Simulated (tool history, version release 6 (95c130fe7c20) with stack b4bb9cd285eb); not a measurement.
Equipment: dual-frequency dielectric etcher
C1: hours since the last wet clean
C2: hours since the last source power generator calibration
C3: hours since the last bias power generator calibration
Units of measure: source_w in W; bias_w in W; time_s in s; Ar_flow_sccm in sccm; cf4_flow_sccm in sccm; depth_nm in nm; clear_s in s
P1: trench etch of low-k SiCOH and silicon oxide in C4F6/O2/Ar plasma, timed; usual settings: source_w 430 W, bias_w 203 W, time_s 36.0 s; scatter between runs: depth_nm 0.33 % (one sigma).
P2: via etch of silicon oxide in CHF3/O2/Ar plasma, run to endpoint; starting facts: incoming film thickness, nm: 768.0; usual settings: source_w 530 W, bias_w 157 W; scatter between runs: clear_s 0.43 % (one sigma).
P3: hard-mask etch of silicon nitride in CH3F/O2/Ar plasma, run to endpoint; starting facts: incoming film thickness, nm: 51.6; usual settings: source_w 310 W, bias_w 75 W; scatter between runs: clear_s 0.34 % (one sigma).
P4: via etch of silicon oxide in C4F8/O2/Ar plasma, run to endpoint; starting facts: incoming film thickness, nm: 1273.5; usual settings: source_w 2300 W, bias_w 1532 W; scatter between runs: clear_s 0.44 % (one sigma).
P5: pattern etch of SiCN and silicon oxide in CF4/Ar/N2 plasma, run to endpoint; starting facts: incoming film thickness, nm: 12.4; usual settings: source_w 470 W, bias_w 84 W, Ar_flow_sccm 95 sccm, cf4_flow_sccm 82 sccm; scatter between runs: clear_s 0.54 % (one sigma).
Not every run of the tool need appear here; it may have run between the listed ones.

Run 1, day 0.458: process P1, source_w 430 W, bias_w 203 W, time_s 36.0 s; C1 71.3; C2 689.2; C3 2993.0. Result: depth_nm 122.630 nm.
Run 2, day 0.821: process P5, source_w 470 W, bias_w 84 W, Ar_flow_sccm 95 sccm, cf4_flow_sccm 82 sccm; C1 80.0; C2 697.9; C3 3001.7. Result: clear_s 13.383 s.
Run 3, day 1.250: process P5, source_w 370 W, bias_w 84 W, Ar_flow_sccm 95 sccm, cf4_flow_sccm 82 sccm; C1 90.3; C2 708.2; C3 3012.0. Result: clear_s 16.396 s.
Run 4, day 1.838: process P4, source_w 2300 W, bias_w 1156 W; C1 104.4; C2 722.3; C3 3026.1. Result: clear_s 284.070 s.
Run 5, day 2.138: process P4, source_w 2300 W, bias_w 1532 W; C1 111.6; C2 729.5; C3 3033.3. Result: clear_s 266.920 s.
Run 6, day 2.575: process P1, source_w 430 W, bias_w 203 W, time_s 36.0 s; C1 122.1; C2 740.0; C3 3043.8. Result: depth_nm 123.030 nm.
Run 7, day 2.879: process P4, source_w 2300 W, bias_w 1532 W; C1 129.4; C2 747.3; C3 3051.1. Result: clear_s 266.220 s.
Run 8, day 3.217: process P2, source_w 530 W, bias_w 123 W; C1 137.5; C2 755.4; C3 3059.2. Result: clear_s 450.240 s.
Run 9, day 3.796: process P5, source_w 470 W, bias_w 55 W, Ar_flow_sccm 95 sccm, cf4_flow_sccm 82 sccm; C1 151.4; C2 769.3; C3 3073.1. Result: clear_s 15.149 s.
Run 10, day 4.196: process P1, source_w 310 W, bias_w 203 W, time_s 26.5 s; C1 161.0; C2 778.9; C3 3082.7. Result: depth_nm 80.136 nm.
Run 11, day 4.683: process P2, source_w 530 W, bias_w 157 W; C1 172.7; C2 790.6; C3 3094.4. Result: clear_s 419.370 s.
Run 12, day 5.067: process P5, source_w 470 W, bias_w 84 W, Ar_flow_sccm 95 sccm, cf4_flow_sccm 101 sccm; C1 181.9; C2 799.8; C3 3103.6. Result: clear_s 12.800 s.
Run 13, day 5.654: process P2, source_w 750 W, bias_w 157 W; C1 196.0; C2 813.9; C3 3117.7. Result: clear_s 361.610 s.
Run 14, day 6.062: process P1, source_w 430 W, bias_w 157 W, time_s 36.0 s; C1 205.8; C2 823.7; C3 3127.5. Result: depth_nm 113.300 nm.
Run 15, day 6.542: process P4, source_w 1370 W, bias_w 1532 W; C1 217.3; C2 835.2; C3 3139.0. Result: clear_s 324.980 s.
Run 16, day 7.062: process P1, source_w 430 W, bias_w 203 W, time_s 36.0 s; C1 229.8; C2 847.7; C3 3151.5. Result: depth_nm 122.840 nm.
Run 17, day 7.400: process P3, source_w 200 W, bias_w 75 W; C1 237.9; C2 855.8; C3 3159.6. Result: clear_s 95.463 s.
Run 18, day 7.867: process P1, source_w 430 W, bias_w 203 W, time_s 27.5 s; C1 249.1; C2 867.0; C3 3170.8. Result: depth_nm 94.135 nm.
Run 19, day 8.133: process P1, source_w 430 W, bias_w 203 W, time_s 36.0 s; C1 255.5; C2 873.4; C3 3177.2. Result: depth_nm 122.960 nm.
Run 20, day 8.708: process P5, source_w 470 W, bias_w 84 W, Ar_flow_sccm 57 sccm, cf4_flow_sccm 82 sccm; C1 269.3; C2 887.2; C3 3191.0. Result: clear_s 12.456 s.
Run 21, day 9.242: process P1, source_w 260 W, bias_w 203 W, time_s 36.0 s; C1 282.1; C2 900.0; C3 3203.8. Result: depth_nm 101.070 nm.
Run 22, day 9.562: process P1, source_w 430 W, bias_w 265 W, time_s 36.0 s; C1 289.8; C2 907.7; C3 3211.5. Result: depth_nm 134.540 nm.
Run 23, day 9.867: process P1, source_w 310 W, bias_w 246 W, time_s 36.0 s; C1 297.1; C2 915.0; C3 3218.8. Result: depth_nm 115.850 nm.
Run 24, day 10.375: process P1, source_w 560 W, bias_w 203 W, time_s 36.0 s; C1 309.3; C2 927.2; C3 3231.0. Result: depth_nm 135.670 nm.
Run 25, day 10.808: process P1, source_w 430 W, bias_w 203 W, time_s 36.0 s; C1 319.7; C2 937.6; C3 3241.4. Result: depth_nm 122.740 nm.
Run 26, day 11.417: process P1, source_w 430 W, bias_w 203 W, time_s 36.0 s; C1 334.3; C2 952.2; C3 3256.0. Result: depth_nm 123.200 nm.
Run 27, day 11.829: process P3, source_w 310 W, bias_w 75 W; C1 344.2; C2 962.1; C3 3265.9. Result: clear_s 80.975 s.
Run 28, day 12.362: process P1, source_w 430 W, bias_w 203 W, time_s 49.5 s; C1 357.0; C2 974.9; C3 3278.7. Result: depth_nm 168.880 nm.
Run 29, day 12.800: process P3, source_w 310 W, bias_w 44 W; C1 367.5; C2 985.4; C3 3289.2. Result: clear_s 96.322 s.
Run 30, day 13.104: process P1, source_w 430 W, bias_w 203 W, time_s 36.0 s; C1 374.8; C2 992.7; C3 3296.5. Result: depth_nm 123.270 nm.
Run 31, day 13.592: process P1, source_w 430 W, bias_w 203 W, time_s 36.0 s; C1 386.5; C2 1004.4; C3 3308.2. Result: depth_nm 122.480 nm.
Run 32, day 13.992: process P1, source_w 430 W, bias_w 203 W, time_s 36.0 s; C1 396.1; C2 1014.0; C3 3317.8. Result: depth_nm 121.670 nm.
Run 33, day 14.492: process P1, source_w 430 W, bias_w 203 W, time_s 36.0 s; C1 408.1; C2 1026.0; C3 3329.8. Result: depth_nm 120.640 nm.
At day 14.933: wet clean of the chamber.
Run 34, day 14.933: process P1, source_w 430 W, bias_w 203 W, time_s 36.0 s; C1 0.0; C2 1036.6; C3 3340.4. Result: depth_nm 121.390 nm.
Run 35, day 15.238: process P1, source_w 430 W, bias_w 203 W, time_s 36.0 s; C1 7.3; C2 1043.9; C3 3347.7. Result: depth_nm 121.510 nm.
Run 36, day 15.779: process P1, source_w 430 W, bias_w 203 W, time_s 36.0 s; C1 20.3; C2 1056.9; C3 3360.7. Result: depth_nm 120.950 nm.
Run 37, day 16.100: process P1, source_w 430 W, bias_w 203 W, time_s 36.0 s; C1 28.0; C2 1064.6; C3 3368.4. Result: depth_nm 120.890 nm.
Run 38, day 16.700: process P1, source_w 430 W, bias_w 203 W, time_s 36.0 s; C1 42.4; C2 1079.0; C3 3382.8. Result: depth_nm 121.540 nm.

P1 has crept away from where it was. The log is fitted equally well by each of these 2 causes, at the sizes shown:
A: bias power that arrives under what is set, % = 5
B: source power that arrives under what is set, % = 4.16
At approximately day 13.104, the process output began to creep.
Ruled out, with reasons:
chamber walls in a state that lowers the etch rate, %: serviced after onset, at day 14.933, with no recovery of the prior output

Of the 4 check runs below, each run on 5 wafers with the results averaged and each result still a question mark, which one would tell the listed causes apart?
Run check 1, day 17.300: process P2, source_w 630 W, bias_w 157 W. Result: clear_s ?.
Run check 2, day 17.300: process P5, source_w 470 W, bias_w 84 W, Ar_flow_sccm 78 sccm, cf4_flow_sccm 82 sccm. Result: clear_s ?.
Run check 3, day 17.300: process P3, source_w 260 W, bias_w 46 W. Result: clear_s ?.
Run check 4, day 17.300: process P4, source_w 1400 W, bias_w 1244 W. Result: clear_s ?.

How each check would come out, cause by cause:
  check   result     if A     if B
check 1  clear_s  397.140  397.060
check 2  clear_s   13.062   13.337
check 3  clear_s  103.730  103.750
check 4  clear_s  346.470  347.820
Smallest distance between any two causes, each pair judged by its most separating result, in per cent: check 1 0.02 %; check 2 2.09 %; check 3 0.02 %; check 4 0.39 %
Check 2 is the one run that separates the causes; every other check would come out nearly the same whichever cause is at work.

After running check 2, the following was obtained: clear_s 13.080 s. Which cause does this point to?

The cause is A: bias power that arrives under what is set, %.

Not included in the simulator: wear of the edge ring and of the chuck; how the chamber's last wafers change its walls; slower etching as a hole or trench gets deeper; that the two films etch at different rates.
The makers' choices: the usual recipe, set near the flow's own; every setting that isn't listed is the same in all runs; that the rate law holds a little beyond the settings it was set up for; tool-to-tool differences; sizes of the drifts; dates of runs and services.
